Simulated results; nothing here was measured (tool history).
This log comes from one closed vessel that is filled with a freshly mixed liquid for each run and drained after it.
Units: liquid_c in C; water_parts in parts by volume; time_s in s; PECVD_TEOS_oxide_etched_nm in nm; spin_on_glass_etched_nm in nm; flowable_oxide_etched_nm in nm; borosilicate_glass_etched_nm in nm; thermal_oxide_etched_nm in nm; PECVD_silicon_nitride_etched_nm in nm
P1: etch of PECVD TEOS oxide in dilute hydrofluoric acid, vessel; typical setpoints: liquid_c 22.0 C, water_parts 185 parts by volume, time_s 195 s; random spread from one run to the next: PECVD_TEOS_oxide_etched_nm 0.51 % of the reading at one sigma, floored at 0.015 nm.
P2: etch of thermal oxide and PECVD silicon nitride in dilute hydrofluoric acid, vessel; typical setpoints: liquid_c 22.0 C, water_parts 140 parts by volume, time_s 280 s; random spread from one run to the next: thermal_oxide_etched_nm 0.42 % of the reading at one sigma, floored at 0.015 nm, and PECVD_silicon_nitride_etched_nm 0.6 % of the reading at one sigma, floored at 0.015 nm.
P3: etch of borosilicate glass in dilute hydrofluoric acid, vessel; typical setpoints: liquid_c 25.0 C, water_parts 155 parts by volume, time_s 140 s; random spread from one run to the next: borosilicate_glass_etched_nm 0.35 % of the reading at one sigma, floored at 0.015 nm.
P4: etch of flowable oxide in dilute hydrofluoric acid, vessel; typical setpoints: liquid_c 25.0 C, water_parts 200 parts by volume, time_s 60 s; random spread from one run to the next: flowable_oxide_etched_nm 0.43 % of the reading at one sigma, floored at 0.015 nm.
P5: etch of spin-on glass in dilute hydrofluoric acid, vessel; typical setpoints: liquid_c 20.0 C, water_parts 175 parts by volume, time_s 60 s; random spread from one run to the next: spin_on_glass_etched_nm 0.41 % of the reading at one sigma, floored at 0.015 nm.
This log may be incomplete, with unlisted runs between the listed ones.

run,hour,process,liquid_c,water_parts,time_s,hours since the thermometer was replaced,hours since the hydrofluoric acid flow meter was replaced,PECVD_TEOS_oxide_etched_nm,spin_on_glass_etched_nm,flowable_oxide_etched_nm,borosilicate_glass_etched_nm,thermal_oxide_etched_nm,PECVD_silicon_nitride_etched_nm
1,7.3,P1,22.0,185,195,224.3,1577.5,14.5770,,,,,
2,15.4,P1,22.0,185,65,232.4,1585.6,4.8209,,,,,
3,20.8,P1,22.0,265,195,237.8,1591.0,9.3411,,,,,
4,25.4,P5,20.0,175,60,242.4,1595.6,,17.7170,,,,
5,32.5,P4,19.5,200,60,249.5,1602.7,,,8.9259,,,
6,39.7,P5,17.0,175,60,256.7,1609.9,,15.8260,,,,
7,47.8,P3,25.0,155,70,264.8,1618.0,,,,8.0727,,
8,56.1,P1,22.0,185,360,273.1,1626.3,26.6390,,,,,
9,64.7,P1,22.0,85,195,281.7,1634.9,35.3680,,,,,
10,71.2,P1,22.0,185,195,288.2,1641.4,14.4650,,,,,
11,77.3,P2,22.0,140,280,294.3,1647.5,,,,,8.4462,3.6142
12,85.9,P1,22.0,185,195,302.9,1656.1,14.5780,,,,,
13,93.0,P1,22.0,185,195,310.0,1663.2,14.5850,,,,,
14,98.9,P2,22.0,225,280,315.9,1669.1,,,,,4.7949,2.2288
15,107.7,P1,27.5,185,195,324.7,1677.9,17.8240,,,,,
16,113.0,P5,20.0,175,30,330.0,1683.2,,8.9163,,,,
17,119.8,P4,25.0,125,60,336.8,1690.0,,,19.0980,,,
18,127.7,P1,22.0,85,375,344.7,1697.9,68.0660,,,,,
19,135.6,P1,22.0,185,195,352.6,1705.8,14.5410,,,,,
20,141.6,P1,22.0,320,280,358.6,1711.8,10.5940,,,,,
21,145.8,P5,20.0,275,60,362.8,1716.0,,10.3220,,,,
22,151.0,P3,25.0,90,140,368.0,1721.2,,,,30.0390,,
23,156.0,P2,22.0,140,105,373.0,1726.2,,,,,3.1610,1.3034
24,162.9,P4,25.0,200,60,379.9,1733.1,,,10.9050,,,
25,168.9,P3,33.0,155,140,385.9,1739.1,,,,21.6860,,
26,174.6,P4,25.0,200,30,391.6,1744.8,,,5.4871,,,
27,179.9,P2,22.0,140,280,396.9,1750.1,,,,,8.4543,3.5791
28,188.7,P1,17.0,185,195,405.7,1758.9,11.9590,,,,,
29,193.3,P2,27.0,140,280,410.3,1763.5,,,,,10.3050,4.9125
30,201.1,P3,25.0,155,140,418.1,1771.3,,,,16.1620,,
31,205.8,P1,22.0,185,195,422.8,1776.0,14.4050,,,,,
32,209.7,P1,22.0,185,195,426.7,1779.9,14.9860,,,,,
33,216.1,P1,22.0,185,195,433.1,1786.3,15.5470,,,,,
34,221.0,P1,22.0,185,195,438.0,1791.2,15.6210,,,,,
35,225.4,P1,22.0,185,195,442.4,1795.6,15.8130,,,,,
36,233.3,P1,22.0,185,195,450.3,1803.5,15.8230,,,,,
37,239.9,P1,22.0,185,195,456.9,1810.1,15.9950,,,,,

The output of P1 has drifted from where it used to be. Each of the 2 causes below, taken at the size shown beside it, accounts for the log equally well:
A: liquid hotter than its thermometer reads (K) = 2.34
B: hydrofluoric acid flow above the setpoint (%) = 7.67
The gradual shift began around hour 205.8.

Each of the 4 check runs below uses one wafer; its results are left as question marks. Which run tells the causes apart?
check 1,246.5,P5,20.0,175,60,,,,?,,,,
check 2,246.5,P2,22.0,140,280,,,,,,,?,?
check 3,246.5,P3,25.0,155,140,,,,,,?,,
check 4,246.5,P4,25.0,200,60,,,,,?,,,

If the cause were each of the candidates in turn, the checks would give the following:
check,result,if A,if B
check 1,spin_on_glass_etched_nm,19.4940,19.4160
check 2,thermal_oxide_etched_nm,9.2696,9.2155
check 2,PECVD_silicon_nitride_etched_nm,4.1602,3.8398
check 3,borosilicate_glass_etched_nm,17.6370,17.6300
check 4,flowable_oxide_etched_nm,11.8950,11.9580
How far apart the two closest causes lie, in the result that separates them most: check 1 0.4 %; check 2 8.02 %; check 3 0.04 %; check 4 0.53 %
Check 2 tells the causes apart: in the others they would give nearly the same result.

Then check 2 was run and gave: thermal_oxide_etched_nm 9.1751 nm; PECVD_silicon_nitride_etched_nm 3.8385 nm. Which cause is it?

It is B: hydrofluoric acid flow above the setpoint (%).
